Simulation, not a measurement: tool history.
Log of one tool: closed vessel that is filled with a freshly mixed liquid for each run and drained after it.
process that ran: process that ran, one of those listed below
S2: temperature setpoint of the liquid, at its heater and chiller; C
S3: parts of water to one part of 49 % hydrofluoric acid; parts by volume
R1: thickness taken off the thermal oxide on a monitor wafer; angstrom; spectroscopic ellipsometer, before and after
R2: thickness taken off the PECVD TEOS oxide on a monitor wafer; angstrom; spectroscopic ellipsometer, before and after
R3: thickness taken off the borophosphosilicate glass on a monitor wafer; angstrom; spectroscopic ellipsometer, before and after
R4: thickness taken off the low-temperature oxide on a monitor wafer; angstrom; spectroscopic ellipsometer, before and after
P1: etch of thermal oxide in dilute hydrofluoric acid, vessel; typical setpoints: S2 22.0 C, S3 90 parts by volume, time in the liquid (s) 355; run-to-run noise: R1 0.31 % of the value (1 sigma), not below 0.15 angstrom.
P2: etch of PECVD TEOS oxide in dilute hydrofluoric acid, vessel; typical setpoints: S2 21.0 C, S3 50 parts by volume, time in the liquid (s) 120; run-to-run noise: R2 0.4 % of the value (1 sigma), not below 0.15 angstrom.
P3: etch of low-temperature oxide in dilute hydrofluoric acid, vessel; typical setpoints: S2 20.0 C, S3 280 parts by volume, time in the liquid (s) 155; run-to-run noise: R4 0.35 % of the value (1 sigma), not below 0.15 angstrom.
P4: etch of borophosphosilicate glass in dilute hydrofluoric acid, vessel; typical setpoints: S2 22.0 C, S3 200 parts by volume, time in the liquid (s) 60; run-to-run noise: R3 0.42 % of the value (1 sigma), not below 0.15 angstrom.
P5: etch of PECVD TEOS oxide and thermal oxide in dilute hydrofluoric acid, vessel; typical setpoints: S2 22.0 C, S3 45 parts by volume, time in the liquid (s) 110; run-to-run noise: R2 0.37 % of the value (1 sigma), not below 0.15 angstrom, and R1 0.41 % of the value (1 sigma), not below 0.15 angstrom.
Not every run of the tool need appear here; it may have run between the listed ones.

Run 1, hour 3.5: process that ran P1, S2 22.0 C, S3 90 parts by volume, time in the liquid (s) 355. Result: R1 180.480 angstrom.
Run 2, hour 8.0: process that ran P1, S2 22.0 C, S3 90 parts by volume, time in the liquid (s) 355. Result: R1 179.770 angstrom.
Run 3, hour 11.2: process that ran P2, S2 17.0 C, S3 50 parts by volume, time in the liquid (s) 120. Result: R2 352.60 angstrom.
Run 4, hour 14.2: process that ran P1, S2 22.0 C, S3 90 parts by volume, time in the liquid (s) 355. Result: R1 180.290 angstrom.
Run 5, hour 19.9: process that ran P4, S2 22.0 C, S3 200 parts by volume, time in the liquid (s) 115. Result: R3 224.300 angstrom.
Run 6, hour 24.8: process that ran P4, S2 17.0 C, S3 200 parts by volume, time in the liquid (s) 60. Result: R3 97.603 angstrom.
Run 7, hour 29.6: process that ran P1, S2 27.5 C, S3 90 parts by volume, time in the liquid (s) 355. Result: R1 223.920 angstrom.
Run 8, hour 33.7: process that ran P1, S2 22.0 C, S3 90 parts by volume, time in the liquid (s) 620. Result: R1 313.880 angstrom.
Run 9, hour 37.5: process that ran P1, S2 22.0 C, S3 50 parts by volume, time in the liquid (s) 355. Result: R1 340.070 angstrom.
Run 10, hour 41.0: process that ran P5, S2 22.0 C, S3 45 parts by volume, time in the liquid (s) 110. Result: R1 111.900 angstrom, R2 530.43 angstrom.
Run 11, hour 46.4: process that ran P5, S2 22.0 C, S3 70 parts by volume, time in the liquid (s) 110. Result: R1 70.005 angstrom, R2 334.15 angstrom.
Run 12, hour 49.3: process that ran P2, S2 21.0 C, S3 25 parts by volume, time in the liquid (s) 120. Result: R2 855.51 angstrom.
Run 13, hour 53.3: process that ran P3, S2 20.0 C, S3 495 parts by volume, time in the liquid (s) 155. Result: R4 43.042 angstrom.
Run 14, hour 59.3: process that ran P1, S2 22.0 C, S3 90 parts by volume, time in the liquid (s) 355. Result: R1 179.470 angstrom.
Run 15, hour 63.8: process that ran P3, S2 20.0 C, S3 280 parts by volume, time in the liquid (s) 155. Result: R4 90.563 angstrom.
Run 16, hour 68.9: process that ran P1, S2 22.0 C, S3 90 parts by volume, time in the liquid (s) 355. Result: R1 179.770 angstrom.
Run 17, hour 74.8: process that ran P4, S2 22.0 C, S3 110 parts by volume, time in the liquid (s) 60. Result: R3 238.050 angstrom.
Run 18, hour 78.3: process that ran P1, S2 17.0 C, S3 90 parts by volume, time in the liquid (s) 355. Result: R1 145.710 angstrom.
Run 19, hour 82.2: process that ran P3, S2 20.0 C, S3 280 parts by volume, time in the liquid (s) 155. Result: R4 90.425 angstrom.
Run 20, hour 88.2: process that ran P1, S2 22.0 C, S3 130 parts by volume, time in the liquid (s) 570. Result: R1 191.910 angstrom.
Run 21, hour 91.4: process that ran P4, S2 22.0 C, S3 200 parts by volume, time in the liquid (s) 60. Result: R3 117.120 angstrom.
Run 22, hour 95.8: process that ran P5, S2 22.0 C, S3 45 parts by volume, time in the liquid (s) 165. Result: R1 168.190 angstrom, R2 800.59 angstrom.
Run 23, hour 100.1: process that ran P5, S2 22.0 C, S3 45 parts by volume, time in the liquid (s) 110. Result: R1 112.510 angstrom, R2 535.43 angstrom.
Run 24, hour 103.5: process that ran P2, S2 21.0 C, S3 50 parts by volume, time in the liquid (s) 30. Result: R2 103.87 angstrom.
Run 25, hour 107.5: process that ran P1, S2 22.0 C, S3 90 parts by volume, time in the liquid (s) 100. Result: R1 50.596 angstrom.
Run 26, hour 112.3: process that ran P3, S2 20.0 C, S3 280 parts by volume, time in the liquid (s) 30. Result: R4 17.784 angstrom.
Run 27, hour 115.0: process that ran P1, S2 22.0 C, S3 90 parts by volume, time in the liquid (s) 355. Result: R1 179.870 angstrom.
Run 28, hour 118.1: process that ran P1, S2 22.0 C, S3 130 parts by volume, time in the liquid (s) 355. Result: R1 119.160 angstrom.
Run 29, hour 121.6: process that ran P5, S2 30.0 C, S3 45 parts by volume, time in the liquid (s) 110. Result: R1 154.580 angstrom, R2 740.16 angstrom.
Run 30, hour 124.5: process that ran P2, S2 21.0 C, S3 50 parts by volume, time in the liquid (s) 120. Result: R2 415.41 angstrom.
Run 31, hour 129.7: process that ran P3, S2 27.5 C, S3 280 parts by volume, time in the liquid (s) 155. Result: R4 118.540 angstrom.
Run 32, hour 133.1: process that ran P1, S2 22.0 C, S3 90 parts by volume, time in the liquid (s) 355. Result: R1 180.790 angstrom.
Run 33, hour 138.0: process that ran P1, S2 22.0 C, S3 90 parts by volume, time in the liquid (s) 355. Result: R1 176.410 angstrom.
Run 34, hour 142.8: process that ran P1, S2 22.0 C, S3 90 parts by volume, time in the liquid (s) 355. Result: R1 171.690 angstrom.
Run 35, hour 146.1: process that ran P1, S2 22.0 C, S3 90 parts by volume, time in the liquid (s) 355. Result: R1 171.190 angstrom.
Run 36, hour 149.8: process that ran P1, S2 22.0 C, S3 90 parts by volume, time in the liquid (s) 355. Result: R1 170.570 angstrom.
Run 37, hour 153.8: process that ran P1, S2 22.0 C, S3 90 parts by volume, time in the liquid (s) 355. Result: R1 168.540 angstrom.
Run 38, hour 157.4: process that ran P1, S2 22.0 C, S3 90 parts by volume, time in the liquid (s) 355. Result: R1 168.960 angstrom.
Run 39, hour 163.3: process that ran P1, S2 22.0 C, S3 90 parts by volume, time in the liquid (s) 355. Result: R1 167.760 angstrom.
Run 40, hour 167.5: process that ran P1, S2 22.0 C, S3 90 parts by volume, time in the liquid (s) 355. Result: R1 168.840 angstrom.

What P1 gives has crept away from where it was. These 2 causes fit the log equally well, each at the size given:
A: liquid colder than its thermometer reads (K) = 1.66
B: hydrofluoric acid flow below the setpoint (%) = 5.9
The creep began at about hour 133.1.

Of the 4 check runs listed below, each run on one wafer and each result written as a question mark, which would let you distinguish the listed causes because they would give clearly different results?
Run check 1, hour 171.7: process that ran P3, S2 27.0 C, S3 490 parts by volume, time in the liquid (s) 155. Result: R4 ?.
Run check 2, hour 171.7: process that ran P5, S2 22.0 C, S3 65 parts by volume, time in the liquid (s) 110. Result: R1 ?, R2 ?.
Run check 3, hour 171.7: process that ran P4, S2 18.0 C, S3 200 parts by volume, time in the liquid (s) 115. Result: R3 ?.
Run check 4, hour 171.7: process that ran P2, S2 21.0 C, S3 30 parts by volume, time in the liquid (s) 30. Result: R2 ?.

Expected result of each check under each candidate cause:
  check  result     if A     if B
check 1      R4   51.669   49.785
check 2      R1   70.553   70.779
check 2      R2   336.57   337.65
check 3      R3  181.770  180.610
check 4      R2   164.72   166.10
How far apart the two closest causes lie, in the result that separates them most: check 1 3.71 %; check 2 0.32 %; check 3 0.64 %; check 4 0.83 %
The other checks would show nearly matching results whichever cause is true, so check 1 is the only one that separates the causes.

After running check 1, the following was obtained: R4 49.614 angstrom. Which cause does this point to?

Of the candidate causes, it is B: hydrofluoric acid flow below the setpoint (%).
